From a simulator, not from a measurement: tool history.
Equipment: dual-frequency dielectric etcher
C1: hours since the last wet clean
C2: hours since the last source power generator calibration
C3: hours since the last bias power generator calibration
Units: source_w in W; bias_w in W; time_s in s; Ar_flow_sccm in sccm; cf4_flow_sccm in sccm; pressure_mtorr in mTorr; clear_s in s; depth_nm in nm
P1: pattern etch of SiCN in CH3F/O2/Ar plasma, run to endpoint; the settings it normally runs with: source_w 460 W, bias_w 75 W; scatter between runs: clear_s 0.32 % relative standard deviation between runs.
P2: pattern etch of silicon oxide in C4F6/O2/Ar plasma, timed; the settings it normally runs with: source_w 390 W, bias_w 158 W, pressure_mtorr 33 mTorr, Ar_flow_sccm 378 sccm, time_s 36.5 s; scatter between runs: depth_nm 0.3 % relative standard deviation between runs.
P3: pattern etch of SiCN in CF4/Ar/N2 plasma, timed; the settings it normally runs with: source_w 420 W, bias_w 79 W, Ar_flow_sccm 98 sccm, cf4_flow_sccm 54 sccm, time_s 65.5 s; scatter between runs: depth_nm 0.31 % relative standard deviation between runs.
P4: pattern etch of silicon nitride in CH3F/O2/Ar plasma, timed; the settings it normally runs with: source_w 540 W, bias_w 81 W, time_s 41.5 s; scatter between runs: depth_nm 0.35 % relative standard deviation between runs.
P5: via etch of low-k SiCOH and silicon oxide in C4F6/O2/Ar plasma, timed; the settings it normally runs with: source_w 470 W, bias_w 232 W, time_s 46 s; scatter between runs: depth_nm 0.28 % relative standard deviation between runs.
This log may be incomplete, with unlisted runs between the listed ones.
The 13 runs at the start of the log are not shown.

run 14 hour=175.5 | process=P2 source_w=520 bias_w=158 time_s=36.5 Ar_flow_sccm=378 pressure_mtorr=33 | C1=486.2 C2=1552.4 C3=2778.4 | depth_nm=118.65
run 15 hour=194.1 | process=P3 source_w=310 bias_w=79 time_s=65.5 Ar_flow_sccm=98 cf4_flow_sccm=54 | C1=504.8 C2=1571 C3=2797 | depth_nm=40.34
run 16 hour=202.5 | process=P1 source_w=460 bias_w=97 | C1=513.2 C2=1579.4 C3=2805.4 | clear_s=17.919
run 17 hour=218.7 | process=P1 source_w=310 bias_w=98 | C1=529.4 C2=1595.6 C3=2821.6 | clear_s=20.647
run 18 hour=226.9 | process=P4 source_w=720 bias_w=81 time_s=41.5 | C1=537.6 C2=1603.8 C3=2829.8 | depth_nm=36.814
run 19 hour=242.8 | process=P3 source_w=420 bias_w=79 time_s=36 Ar_flow_sccm=98 cf4_flow_sccm=54 | C1=553.5 C2=1619.7 C3=2845.7 | depth_nm=28.961
run 20 hour=251.8 | process=P4 source_w=540 bias_w=81 time_s=41.5 | C1=562.5 C2=1628.7 C3=2854.7 | depth_nm=33.322
run 21 hour=269.1 | process=P5 source_w=470 bias_w=232 time_s=46 | C1=579.8 C2=1646 C3=2872 | depth_nm=135.77

What will run 22 give?
run 22 hour=284.2 | process=P2 source_w=390 bias_w=158 time_s=21 Ar_flow_sccm=378 pressure_mtorr=33 | C1=594.9 C2=1661.1 C3=2887.1 | depth_nm=?

depth_nm: 61.235 nm

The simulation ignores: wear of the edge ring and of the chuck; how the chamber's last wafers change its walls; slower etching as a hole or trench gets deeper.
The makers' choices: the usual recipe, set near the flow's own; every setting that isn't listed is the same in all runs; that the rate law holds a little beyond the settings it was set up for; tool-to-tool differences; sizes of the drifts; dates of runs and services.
